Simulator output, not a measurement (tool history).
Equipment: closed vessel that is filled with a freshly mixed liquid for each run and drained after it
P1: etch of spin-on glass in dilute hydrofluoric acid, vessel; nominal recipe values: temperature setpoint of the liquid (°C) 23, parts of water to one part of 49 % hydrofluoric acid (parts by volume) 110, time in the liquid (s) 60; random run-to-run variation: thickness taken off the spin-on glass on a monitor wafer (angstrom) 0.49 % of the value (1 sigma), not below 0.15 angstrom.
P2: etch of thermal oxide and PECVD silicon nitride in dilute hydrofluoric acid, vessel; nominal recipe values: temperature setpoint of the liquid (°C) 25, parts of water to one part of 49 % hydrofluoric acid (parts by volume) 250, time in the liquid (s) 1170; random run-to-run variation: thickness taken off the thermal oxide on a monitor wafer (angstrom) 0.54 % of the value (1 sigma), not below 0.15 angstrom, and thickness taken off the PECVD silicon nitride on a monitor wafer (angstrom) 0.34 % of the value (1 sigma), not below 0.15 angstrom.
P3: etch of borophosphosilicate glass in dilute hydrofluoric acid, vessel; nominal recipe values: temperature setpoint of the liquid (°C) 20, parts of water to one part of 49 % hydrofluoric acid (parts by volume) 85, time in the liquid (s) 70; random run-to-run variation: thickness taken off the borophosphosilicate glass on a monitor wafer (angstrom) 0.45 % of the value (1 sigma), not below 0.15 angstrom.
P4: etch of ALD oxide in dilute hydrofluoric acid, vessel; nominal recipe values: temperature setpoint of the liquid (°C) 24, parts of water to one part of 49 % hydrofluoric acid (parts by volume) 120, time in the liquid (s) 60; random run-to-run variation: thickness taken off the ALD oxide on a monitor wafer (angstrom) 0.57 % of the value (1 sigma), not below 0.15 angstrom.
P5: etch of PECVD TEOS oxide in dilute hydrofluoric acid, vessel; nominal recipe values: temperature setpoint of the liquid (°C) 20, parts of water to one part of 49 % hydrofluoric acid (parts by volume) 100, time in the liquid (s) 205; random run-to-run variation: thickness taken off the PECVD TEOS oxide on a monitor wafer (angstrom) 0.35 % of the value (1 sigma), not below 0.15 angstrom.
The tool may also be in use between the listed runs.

run,day,process that ran,temperature setpoint of the liquid (°C),parts of water to one part of 49 % hydrofluoric acid (parts by volume),time in the liquid (s),thickness taken off the spin-on glass on a monitor wafer (angstrom),thickness taken off the ALD oxide on a monitor wafer (angstrom),thickness taken off the thermal oxide on a monitor wafer (angstrom),thickness taken off the PECVD silicon nitride on a monitor wafer (angstrom),thickness taken off the borophosphosilicate glass on a monitor wafer (angstrom),thickness taken off the PECVD TEOS oxide on a monitor wafer (angstrom)
1,0.254,P1,23,110,60,252.98,,,,,
2,0.6,P4,28,120,60,,125.85,,,,
3,0.921,P2,25,40,1170,,,1551.4,1743.5,,
4,1.225,P1,23,65,60,455.58,,,,,
5,1.654,P2,20.5,250,1170,,,163.81,214.67,,
6,2.067,P4,24,120,60,,107.71,,,,
7,2.546,P3,20,85,125,,,,,715.14,
8,2.825,P1,17,110,60,198.98,,,,,
9,3.312,P5,20,100,205,,,,,,230.97
10,3.642,P3,20,85,70,,,,,396.97,
11,4.071,P4,24,120,60,,106.92,,,,
12,4.6,P2,25,250,1170,,,191.75,283.69,,
13,5.092,P1,23,110,60,255.08,,,,,
14,5.604,P3,25.5,85,70,,,,,497.65,
15,5.867,P5,20,100,205,,,,,,229.8
16,6.254,P4,24,40,60,,355.2,,,,
17,6.738,P1,23,110,60,255.22,,,,,
18,7.254,P5,20,180,205,,,,,,117.57
19,7.633,P1,23,110,115,491.52,,,,,
20,8.004,P1,28.5,110,60,313.75,,,,,
21,8.433,P5,20,100,30,,,,,,33.736
22,8.667,P4,24,120,30,,53.291,,,,
23,8.908,P1,23,200,60,125.96,,,,,
24,9.392,P5,17,100,205,,,,,,203.54
25,9.912,P3,20,150,70,,,,,207.77,
26,10.146,P2,25,250,1170,,,193.73,284.29,,
27,10.612,P2,25,250,2070,,,339.25,506.59,,
28,10.971,P1,23,110,60,254.35,,,,,
29,11.438,P1,23,110,30,127.55,,,,,
30,11.946,P1,17,110,30,100.23,,,,,
31,12.358,P1,23,110,60,251.77,,,,,
32,12.721,P1,23,110,60,247.61,,,,,
33,13,P1,23,110,60,243.77,,,,,
34,13.321,P1,23,110,60,240.59,,,,,

Predict the results of run 35:
35,13.688,P1,23,110,60,?,,,,,

thickness taken off the spin-on glass on a monitor wafer (angstrom): 238.64
